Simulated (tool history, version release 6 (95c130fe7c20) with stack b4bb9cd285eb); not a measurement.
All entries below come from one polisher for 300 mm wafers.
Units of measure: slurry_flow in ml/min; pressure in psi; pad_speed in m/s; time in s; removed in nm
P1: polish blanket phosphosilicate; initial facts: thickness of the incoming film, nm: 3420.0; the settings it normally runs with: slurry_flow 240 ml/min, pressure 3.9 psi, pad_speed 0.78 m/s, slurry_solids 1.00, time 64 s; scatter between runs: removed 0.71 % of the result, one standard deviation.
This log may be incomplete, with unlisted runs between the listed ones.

run,hour,slurry_flow,pressure,pad_speed,slurry_solids,time,wafers polished on this pad,hours since the slurry nozzle was cleaned,hours since the head pressure was calibrated,hours since the slurry blender was calibrated,hours since the conditioning disc was replaced,removed
1,7.6,240,3.9,0.78,1.00,64,801,438.2,499.1,117.9,33.7,610.05
2,18.6,145,3.9,0.78,1.00,64,942,449.2,510.1,128.9,44.7,568.11
3,29.1,240,3.9,0.78,1.00,64,1077,459.7,520.6,139.4,55.2,611.36
# hour 30.7: head pressure recalibrated
4,42.2,240,3.9,0.78,1.00,99,1245,472.8,11.6,152.5,68.3,928.08
5,55.6,240,3.9,0.78,1.00,64,1417,486.2,25.0,165.9,81.7,603.93
6,69.7,240,3.9,0.78,1.00,64,1598,500.3,39.1,180.0,95.8,597.58
7,81.6,240,6.0,0.78,1.00,64,1750,512.2,51.0,191.9,107.7,946.75
8,91.7,240,3.9,1.24,1.00,64,1880,522.3,61.1,202.0,117.8,875.76
9,99.0,240,3.9,0.38,1.00,64,1974,529.6,68.4,209.3,125.1,336.68
# hour 107.3: slurry nozzle cleaned
10,109.1,370,3.9,0.78,1.00,64,2103,1.8,78.5,219.4,135.2,623.25
11,122.0,240,3.9,0.78,0.65,83,2269,14.7,91.4,232.3,148.1,635.64

Expected results for the next run?
12,135.6,240,3.9,0.54,1.00,91,2443,28.3,105.0,245.9,161.7,?

{"run 12": {"removed": 645.52}}
